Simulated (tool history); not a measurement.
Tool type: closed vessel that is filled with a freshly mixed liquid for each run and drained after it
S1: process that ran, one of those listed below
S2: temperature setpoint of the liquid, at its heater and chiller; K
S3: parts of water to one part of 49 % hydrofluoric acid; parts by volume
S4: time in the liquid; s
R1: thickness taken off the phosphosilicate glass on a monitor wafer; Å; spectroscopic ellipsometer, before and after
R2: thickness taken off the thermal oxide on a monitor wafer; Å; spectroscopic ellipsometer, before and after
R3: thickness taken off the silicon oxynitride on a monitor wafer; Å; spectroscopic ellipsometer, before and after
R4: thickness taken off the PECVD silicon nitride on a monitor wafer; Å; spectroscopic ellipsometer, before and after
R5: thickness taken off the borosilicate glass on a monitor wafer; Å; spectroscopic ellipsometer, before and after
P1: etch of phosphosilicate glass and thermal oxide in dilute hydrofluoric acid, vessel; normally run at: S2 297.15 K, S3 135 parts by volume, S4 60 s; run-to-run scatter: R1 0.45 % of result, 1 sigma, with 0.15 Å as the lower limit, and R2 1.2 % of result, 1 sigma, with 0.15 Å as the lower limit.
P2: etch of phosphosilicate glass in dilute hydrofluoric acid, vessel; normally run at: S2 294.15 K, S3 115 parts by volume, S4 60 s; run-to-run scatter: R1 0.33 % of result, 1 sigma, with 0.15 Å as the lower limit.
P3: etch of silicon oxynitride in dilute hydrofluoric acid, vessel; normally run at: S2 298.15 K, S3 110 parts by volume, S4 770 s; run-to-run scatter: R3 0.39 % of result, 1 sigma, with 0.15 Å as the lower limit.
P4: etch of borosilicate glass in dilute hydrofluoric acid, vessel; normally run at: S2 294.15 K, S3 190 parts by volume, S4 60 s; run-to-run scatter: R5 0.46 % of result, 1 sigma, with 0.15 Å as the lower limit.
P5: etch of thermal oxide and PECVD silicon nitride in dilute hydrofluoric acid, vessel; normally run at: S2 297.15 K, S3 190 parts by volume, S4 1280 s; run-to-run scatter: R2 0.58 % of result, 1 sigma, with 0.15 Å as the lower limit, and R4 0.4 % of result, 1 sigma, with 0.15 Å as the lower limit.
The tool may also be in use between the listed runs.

Run 1, day 0.167: S1 P1, S2 297.15 K, S3 135 parts by volume, S4 60 s. Result: R1 360.47 Å, R2 20.731 Å.
Run 2, day 0.342: S1 P3, S2 305.65 K, S3 110 parts by volume, S4 770 s. Result: R3 370.54 Å.
Run 3, day 0.588: S1 P5, S2 297.15 K, S3 190 parts by volume, S4 2510 s. Result: R2 548.180 Å, R4 752.41 Å.
Run 4, day 0.821: S1 P2, S2 299.65 K, S3 115 parts by volume, S4 60 s. Result: R1 741.16 Å.
Run 5, day 1.158: S1 P1, S2 297.15 K, S3 135 parts by volume, S4 60 s. Result: R1 362.23 Å, R2 20.372 Å.
Run 6, day 1.475: S1 P1, S2 290.15 K, S3 135 parts by volume, S4 60 s. Result: R1 270.77 Å, R2 15.455 Å.
Run 7, day 1.712: S1 P1, S2 297.15 K, S3 135 parts by volume, S4 60 s. Result: R1 363.23 Å, R2 19.963 Å.
Run 8, day 1.933: S1 P5, S2 303.15 K, S3 190 parts by volume, S4 1280 s. Result: R2 349.790 Å, R4 554.57 Å.
Run 9, day 2.250: S1 P2, S2 294.15 K, S3 215 parts by volume, S4 60 s. Result: R1 289.13 Å.
Run 10, day 2.521: S1 P3, S2 298.15 K, S3 110 parts by volume, S4 770 s. Result: R3 264.16 Å.
Run 11, day 2.842: S1 P2, S2 294.15 K, S3 115 parts by volume, S4 60 s. Result: R1 597.25 Å.
Run 12, day 3.125: S1 P1, S2 302.65 K, S3 135 parts by volume, S4 60 s. Result: R1 448.45 Å, R2 24.646 Å.
Run 13, day 3.375: S1 P3, S2 298.15 K, S3 200 parts by volume, S4 770 s. Result: R3 135.02 Å.
Run 14, day 3.746: S1 P5, S2 297.15 K, S3 90 parts by volume, S4 1280 s. Result: R2 660.690 Å, R4 802.76 Å.
Run 15, day 3.921: S1 P5, S2 297.15 K, S3 190 parts by volume, S4 1280 s. Result: R2 277.630 Å, R4 384.02 Å.
Run 16, day 4.212: S1 P1, S2 297.15 K, S3 135 parts by volume, S4 60 s. Result: R1 361.05 Å, R2 20.356 Å.
Run 17, day 4.554: S1 P1, S2 297.15 K, S3 135 parts by volume, S4 30 s. Result: R1 181.51 Å, R2 10.371 Å.
Run 18, day 4.854: S1 P1, S2 297.15 K, S3 135 parts by volume, S4 60 s. Result: R1 359.05 Å, R2 20.541 Å.
At day 4.892: thermometer replaced.
Run 19, day 5.021: S1 P1, S2 297.15 K, S3 135 parts by volume, S4 60 s. Result: R1 362.80 Å, R2 20.346 Å.
Run 20, day 5.379: S1 P4, S2 294.15 K, S3 115 parts by volume, S4 60 s. Result: R5 141.450 Å.
Run 21, day 5.692: S1 P1, S2 301.15 K, S3 135 parts by volume, S4 30 s. Result: R1 210.20 Å, R2 11.510 Å.
Run 22, day 6.038: S1 P4, S2 294.15 K, S3 190 parts by volume, S4 60 s. Result: R5 79.222 Å.
Run 23, day 6.308: S1 P4, S2 297.65 K, S3 190 parts by volume, S4 60 s. Result: R5 90.852 Å.
Run 24, day 6.592: S1 P1, S2 297.15 K, S3 25 parts by volume, S4 60 s. Result: R1 2251.10 Å, R2 129.070 Å.
Run 25, day 6.762: S1 P1, S2 297.15 K, S3 245 parts by volume, S4 60 s. Result: R1 175.94 Å, R2 10.017 Å.
Run 26, day 6.938: S1 P1, S2 297.15 K, S3 135 parts by volume, S4 90 s. Result: R1 539.59 Å, R2 31.320 Å.
Run 27, day 7.221: S1 P4, S2 294.15 K, S3 190 parts by volume, S4 100 s. Result: R5 131.600 Å.
Run 28, day 7.588: S1 P3, S2 298.15 K, S3 110 parts by volume, S4 1425 s. Result: R3 489.60 Å.
Run 29, day 7.929: S1 P2, S2 294.15 K, S3 115 parts by volume, S4 100 s. Result: R1 995.13 Å.
Run 30, day 8.217: S1 P1, S2 297.15 K, S3 135 parts by volume, S4 60 s. Result: R1 358.36 Å, R2 20.719 Å.
Run 31, day 8.521: S1 P1, S2 297.15 K, S3 135 parts by volume, S4 60 s. Result: R1 352.56 Å, R2 20.170 Å.
Run 32, day 8.729: S1 P1, S2 297.15 K, S3 135 parts by volume, S4 60 s. Result: R1 352.25 Å, R2 19.653 Å.
Run 33, day 9.033: S1 P1, S2 297.15 K, S3 135 parts by volume, S4 60 s. Result: R1 345.26 Å, R2 19.634 Å.
Run 34, day 9.388: S1 P1, S2 297.15 K, S3 135 parts by volume, S4 60 s. Result: R1 342.47 Å, R2 19.111 Å.
Run 35, day 9.583: S1 P1, S2 297.15 K, S3 135 parts by volume, S4 60 s. Result: R1 340.58 Å, R2 19.561 Å.
Run 36, day 9.967: S1 P1, S2 297.15 K, S3 135 parts by volume, S4 60 s. Result: R1 340.96 Å, R2 19.033 Å.
Run 37, day 10.146: S1 P1, S2 297.15 K, S3 135 parts by volume, S4 60 s. Result: R1 337.95 Å, R2 19.315 Å.
Run 38, day 10.438: S1 P1, S2 297.15 K, S3 135 parts by volume, S4 60 s. Result: R1 334.27 Å, R2 19.056 Å.
Run 39, day 10.792: S1 P1, S2 297.15 K, S3 135 parts by volume, S4 60 s. Result: R1 338.35 Å, R2 19.481 Å.
Run 40, day 11.150: S1 P1, S2 297.15 K, S3 135 parts by volume, S4 60 s. Result: R1 339.76 Å, R2 19.207 Å.

Something has made what P1 gives creep away from where it was; the 2 causes below, each at its own stated size, fit the log equally well:
A: liquid colder than its thermometer reads (K) = 1.72
B: hydrofluoric acid flow below the setpoint (%) = 5.59
At approximately day 8.217, the process output began to creep.

Of the 4 check runs listed below, each run on one wafer and each result written as a question mark, which would let you distinguish the listed causes because they would give clearly different results?
Run check 1, day 11.508: S1 P3, S2 304.15 K, S3 195 parts by volume, S4 770 s. Result: R3 ?.
Run check 2, day 11.508: S1 P2, S2 299.15 K, S3 115 parts by volume, S4 60 s. Result: R1 ?.
Run check 3, day 11.508: S1 P4, S2 297.15 K, S3 190 parts by volume, S4 90 s. Result: R5 ?.
Run check 4, day 11.508: S1 P5, S2 297.15 K, S3 105 parts by volume, S4 2200 s. Result: R2 ?, R4 ?.

Predicted outcomes, by check and by cause:
  check  result     if A     if B
check 1      R3   166.77   167.43
check 2      R1   680.57   681.00
check 3      R5  124.710  124.080
check 4      R2  896.170  899.170
check 4      R4  1058.30  1120.40
How far apart the two closest causes lie, in the result that separates them most: check 1 0.39 %; check 2 0.06 %; check 3 0.51 %; check 4 5.71 %
The other checks would show nearly matching results whichever cause is true, so check 4 is the only one that separates the causes.

Check 4 was then run and gave: R2 898.840 Å; R4 1119.10 Å. Which cause is it?

B is the cause: hydrofluoric acid flow below the setpoint (%).

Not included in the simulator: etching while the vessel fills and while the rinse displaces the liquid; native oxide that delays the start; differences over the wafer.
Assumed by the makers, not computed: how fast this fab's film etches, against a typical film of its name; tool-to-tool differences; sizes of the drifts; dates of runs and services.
